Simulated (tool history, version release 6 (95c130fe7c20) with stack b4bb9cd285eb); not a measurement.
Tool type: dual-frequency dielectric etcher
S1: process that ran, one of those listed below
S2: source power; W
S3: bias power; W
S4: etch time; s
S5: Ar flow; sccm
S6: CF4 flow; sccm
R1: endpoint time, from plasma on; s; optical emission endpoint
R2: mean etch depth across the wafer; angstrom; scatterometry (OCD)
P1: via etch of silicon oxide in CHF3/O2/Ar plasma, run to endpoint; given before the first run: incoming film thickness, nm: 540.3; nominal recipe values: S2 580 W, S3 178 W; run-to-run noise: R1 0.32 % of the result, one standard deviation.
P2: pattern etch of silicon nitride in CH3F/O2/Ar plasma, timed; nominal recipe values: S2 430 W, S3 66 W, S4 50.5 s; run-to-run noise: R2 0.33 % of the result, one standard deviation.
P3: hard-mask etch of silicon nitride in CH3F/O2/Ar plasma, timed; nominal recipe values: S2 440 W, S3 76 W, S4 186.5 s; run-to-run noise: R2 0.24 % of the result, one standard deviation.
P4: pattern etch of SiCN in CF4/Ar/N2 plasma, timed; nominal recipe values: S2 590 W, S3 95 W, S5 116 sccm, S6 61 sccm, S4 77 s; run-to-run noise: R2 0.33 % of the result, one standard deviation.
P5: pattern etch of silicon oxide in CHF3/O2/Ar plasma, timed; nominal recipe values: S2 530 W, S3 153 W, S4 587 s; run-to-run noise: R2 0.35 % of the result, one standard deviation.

run 1 day=0.342 | S1=P1 S2=580 S3=178 | R1=277.49
run 2 day=0.654 | S1=P3 S2=440 S3=76 S4=273.5 | R2=2070.5
run 3 day=0.846 | S1=P1 S2=580 S3=178 | R1=278.16
run 4 day=1.129 | S1=P5 S2=530 S3=153 S4=587 | R2=10502
run 5 day=1.479 | S1=P3 S2=440 S3=76 S4=186.5 | R2=1415.2
run 6 day=1.675 | S1=P3 S2=440 S3=44 S4=186.5 | R2=1185.4
run 7 day=1.85 | S1=P4 S2=590 S3=55 S4=77 S5=116 S6=61 | R2=752.32
run 8 day=2.129 | S1=P2 S2=430 S3=66 S4=73 | R2=509.13
run 9 day=2.446 | S1=P1 S2=580 S3=178 | R1=278.72
run 10 day=2.733 | S1=P4 S2=590 S3=95 S4=77 S5=116 S6=61 | R2=913.12
run 11 day=2.983 | S1=P4 S2=590 S3=95 S4=102 S5=116 S6=61 | R2=1208
run 12 day=3.15 | S1=P1 S2=580 S3=178 | R1=277.57
run 13 day=3.362 | S1=P1 S2=580 S3=233 | R1=254.55
run 14 day=3.558 | S1=P5 S2=530 S3=153 S4=323 | R2=5785.6
run 15 day=3.788 | S1=P4 S2=590 S3=95 S4=77 S5=93 S6=61 | R2=942.47
run 16 day=4.112 | S1=P1 S2=580 S3=130 | R1=307.95
run 17 day=4.471 | S1=P1 S2=580 S3=178 | R1=277.91
-- day=4.729 source power generator calibrated
run 18 day=4.8 | S1=P4 S2=590 S3=95 S4=77 S5=116 S6=61 | R2=908.82
run 19 day=5.15 | S1=P3 S2=260 S3=76 S4=186.5 | R2=1156.1
run 20 day=5.504 | S1=P5 S2=350 S3=153 S4=587 | R2=8904.8
run 21 day=5.746 | S1=P1 S2=580 S3=178 | R1=277.88
run 22 day=5.975 | S1=P1 S2=770 S3=238 | R1=225.78
run 23 day=6.333 | S1=P4 S2=590 S3=95 S4=77 S5=116 S6=76 | R2=942.6
run 24 day=6.596 | S1=P1 S2=580 S3=178 | R1=278.61
run 25 day=6.929 | S1=P2 S2=430 S3=82 S4=50.5 | R2=380.78
run 26 day=7.133 | S1=P2 S2=290 S3=66 S4=50.5 | R2=302.06
run 27 day=7.317 | S1=P1 S2=710 S3=216 | R1=241.34
run 28 day=7.496 | S1=P5 S2=530 S3=116 S4=587 | R2=9569.6
run 29 day=7.829 | S1=P1 S2=400 S3=178 | R1=319.66
run 30 day=8.129 | S1=P4 S2=740 S3=95 S4=77 S5=116 S6=61 | R2=1103.4
run 31 day=8.3 | S1=P2 S2=430 S3=66 S4=50.5 | R2=351.95
run 32 day=8.462 | S1=P1 S2=780 S3=178 | R1=249.54
run 33 day=8.783 | S1=P1 S2=580 S3=178 | R1=277.32
run 34 day=9.004 | S1=P1 S2=580 S3=178 | R1=280.01
run 35 day=9.35 | S1=P1 S2=580 S3=178 | R1=280.19
run 36 day=9.533 | S1=P1 S2=580 S3=178 | R1=280.31
run 37 day=9.758 | S1=P1 S2=580 S3=178 | R1=280.11
run 38 day=10.096 | S1=P1 S2=580 S3=178 | R1=282.29
run 39 day=10.35 | S1=P1 S2=580 S3=178 | R1=282.58
-- day=10.55 wet clean of the chamber
run 40 day=10.571 | S1=P1 S2=580 S3=178 | R1=282.1
run 41 day=10.825 | S1=P1 S2=580 S3=178 | R1=282.53
run 42 day=11.033 | S1=P1 S2=580 S3=178 | R1=281.42
run 43 day=11.246 | S1=P1 S2=580 S3=178 | R1=281.65

What P1 gives has crept off from where it sat before. The 2 causes that follow fit the log equally well, each at the size noted:
A: bias power that arrives under what is set, % = 4.65
B: source power that arrives under what is set, % = 4.08
At approximately day 8.783, the process output began to creep.
What rules out each remaining cause:
chamber walls in a state that lowers the etch rate, %: maintenance at day 10.55, after the shift began, did not return the process to its former output

Below are 4 check runs, each averaged over 2 wafers, with their results shown as question marks. Which of them would give clearly different results depending on which cause is behind the drift?
run check 1 day=11.458 | S1=P2 S2=300 S3=66 S4=50.5 | R2=?
run check 2 day=11.458 | S1=P3 S2=280 S3=76 S4=273.5 | R2=?
run check 3 day=11.458 | S1=P5 S2=530 S3=123 S4=352 | R2=?
run check 4 day=11.458 | S1=P4 S2=590 S3=64 S4=101 S5=116 S6=61 | R2=?

Expected result of each check under each candidate cause:
check=check_1 result=R2 if_A=301.57 if_B=301.72
check=check_2 result=R2 if_A=1717.2 if_B=1719.4
check=check_3 result=R2 if_A=5784.1 if_B=5775.6
check=check_4 result=R2 if_A=1018.5 if_B=998.25
Per-check spread between the two closest causes, in the result where they differ most: check 1 0.05 %; check 2 0.13 %; check 3 0.15 %; check 4 2.01 %
Check 4 distinguishes between the causes, while the remaining checks would return nearly the same result for all of them.

Running check 4 produced the following: R2 1019.8 angstrom. Which one of the listed causes fits?

It is A: bias power that arrives under what is set, %.
